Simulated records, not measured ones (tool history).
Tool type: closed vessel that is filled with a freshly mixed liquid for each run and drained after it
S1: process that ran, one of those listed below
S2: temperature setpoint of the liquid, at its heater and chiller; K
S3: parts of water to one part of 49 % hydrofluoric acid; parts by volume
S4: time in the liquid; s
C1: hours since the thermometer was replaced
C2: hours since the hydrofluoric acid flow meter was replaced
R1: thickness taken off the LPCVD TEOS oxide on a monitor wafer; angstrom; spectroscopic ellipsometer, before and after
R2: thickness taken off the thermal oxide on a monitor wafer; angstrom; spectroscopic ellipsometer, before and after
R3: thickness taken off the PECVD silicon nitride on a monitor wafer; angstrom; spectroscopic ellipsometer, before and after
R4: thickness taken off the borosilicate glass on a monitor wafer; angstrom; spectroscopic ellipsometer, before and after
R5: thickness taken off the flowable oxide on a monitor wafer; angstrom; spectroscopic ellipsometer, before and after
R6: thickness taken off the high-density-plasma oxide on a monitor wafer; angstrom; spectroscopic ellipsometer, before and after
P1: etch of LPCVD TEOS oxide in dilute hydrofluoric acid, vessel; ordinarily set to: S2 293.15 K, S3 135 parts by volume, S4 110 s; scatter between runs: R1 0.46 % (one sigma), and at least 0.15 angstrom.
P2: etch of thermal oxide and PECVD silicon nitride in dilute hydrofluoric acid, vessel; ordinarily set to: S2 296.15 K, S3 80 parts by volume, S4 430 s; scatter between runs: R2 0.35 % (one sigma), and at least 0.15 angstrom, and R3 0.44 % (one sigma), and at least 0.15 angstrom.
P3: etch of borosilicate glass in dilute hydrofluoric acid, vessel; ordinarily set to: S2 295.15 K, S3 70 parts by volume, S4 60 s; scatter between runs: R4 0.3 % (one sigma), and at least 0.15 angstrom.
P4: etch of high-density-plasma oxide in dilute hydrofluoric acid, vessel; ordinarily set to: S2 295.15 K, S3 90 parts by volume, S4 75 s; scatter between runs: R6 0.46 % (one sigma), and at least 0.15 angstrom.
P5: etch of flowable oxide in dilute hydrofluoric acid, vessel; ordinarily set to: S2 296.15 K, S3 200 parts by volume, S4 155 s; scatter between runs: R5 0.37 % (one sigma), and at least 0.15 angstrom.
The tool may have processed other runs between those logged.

run   hour  S1      S2   S3   S4      C1     C2      R1      R2      R3      R4      R5      R6
  1    4.2  P1  293.15  135  110  1553.4  150.9   184.3
  2    8.1  P1  293.15  135  110  1557.3  154.8  185.76
  3   11.8  P2  296.15  140  430    1561  158.5          136.11  116.91
  4   14.3  P1  293.15  135   30  1563.5    161  50.171
  5   16.7  P1  293.15  210  165  1565.9  163.4  165.02
  6   19.3  P3  295.15  130   60  1568.5    166                           182.6
  7   22.5  P1  293.15  135  110  1571.7  169.2  183.88
  8     25  P5  296.15  200  155  1574.2  171.7                                  271.01
  9   28.4  P1  290.15  135  110  1577.6  175.1  164.03
 10   30.4  P5  290.15  200  155  1579.6  177.1                                  214.94
 11   33.4  P2  290.15   80  430  1582.6  180.1          199.26  135.18
 12   36.6  P1  293.15  215  110  1585.8  183.3  106.98
 13   39.7  P3  295.15   70   60  1588.9  186.4                          363.32
 14   41.7  P1  298.65  135  110  1590.9  188.4  230.89
 15     46  P1  293.15  135  110  1595.2  192.7  185.35
 16   48.5  P4  295.15   90   75  1597.7  195.2                                          45.812
 17   50.9  P2  296.15   80  775  1600.1  197.6          459.36  366.62
 18   54.4  P1  293.15  135  110  1603.6  201.1  185.13
 19   56.7  P1  293.15  135  200  1605.9  203.4  338.13
 20   60.7  P4  295.15   90  150  1609.9  207.4                                          90.221
 21     65  P3  295.15   70   60  1614.2  211.7                          364.07
 22   67.4  P4  295.15   20   75  1616.6  214.1                                          219.54
 23   70.6  P5  296.15  365  155  1619.8  217.3                                  126.42
 24   72.9  P3  302.65   70   60  1622.1  219.6                          490.12
 25     75  P1  290.15   70  110  1624.2  221.7  335.58
 26   78.6  P1  293.15  135  110  1627.8  225.3     185
 27   81.8  P2  296.15   80  430    1631  228.5          256.31  203.01
 28   84.1  P5  296.15  200   40  1633.3  230.8                                   70.11
 29   86.1  P2  296.15   80  430  1635.3  232.8          254.53  202.92
 30   89.9  P3  295.15   70   30  1639.1  236.6                          182.28
 31   93.2  P4  301.65   90   75  1642.4  239.9                                          58.731
 32     97  P1  293.15   50  110  1646.2  243.7   549.5
 33  100.1  P1  293.15  135  110  1649.3  246.8  185.19
 34  103.7  P1  293.15  135  110  1652.9  250.4  177.42
 35  107.5  P1  293.15  135  110  1656.7  254.2  172.46
 36  109.8  P1  293.15  135  110    1659  256.5  170.63
 37  112.6  P1  293.15  135  110  1661.8  259.3   169.5
 38  115.3  P1  293.15  135  110  1664.5    262  169.08
 39  119.2  P1  293.15  135  110  1668.4  265.9  169.34
 40  121.8  P1  293.15  135  110    1671  268.5  169.52

P1 no longer gives what it gave before; its output has crept away from where it was. The following 2 causes, each at its listed size, fit the log equally well:
A: hydrofluoric acid flow below the setpoint (%) = 7.5
B: liquid colder than its thermometer reads (K) = 2.21
The gradual shift began around hour 100.1.

Below are 4 check runs, each on a single wafer, with their results shown as question marks. Which of them would tell the listed causes apart, meaning the causes would give clearly different results under it?
check 1  124.4  P3  301.65   70   60                       ?
check 2  124.4  P5  292.15  200   75                           ?
check 3  124.4  P2  296.15  110  770               ?   ?
check 4  124.4  P4  301.15   20   75                               ?

What each check would give under each cause:
  check  result    if A    if B
check 1      R4   432.3  431.92
check 2      R5  102.65  103.28
check 3      R2     294  293.94
check 3      R3  245.79     229
check 4      R6  263.65  260.76
Distance between the nearest two causes, measured in the result of the check that separates them most: check 1 0.09 %; check 2 0.61 %; check 3 7.08 %; check 4 1.1 %
Check 3 is the one run that separates the causes; every other check would come out nearly the same whichever cause is at work.

Then check 3 was run and gave: R2 293.86 angstrom; R3 245.65 angstrom. Which cause is it?

A is the cause: hydrofluoric acid flow below the setpoint (%).
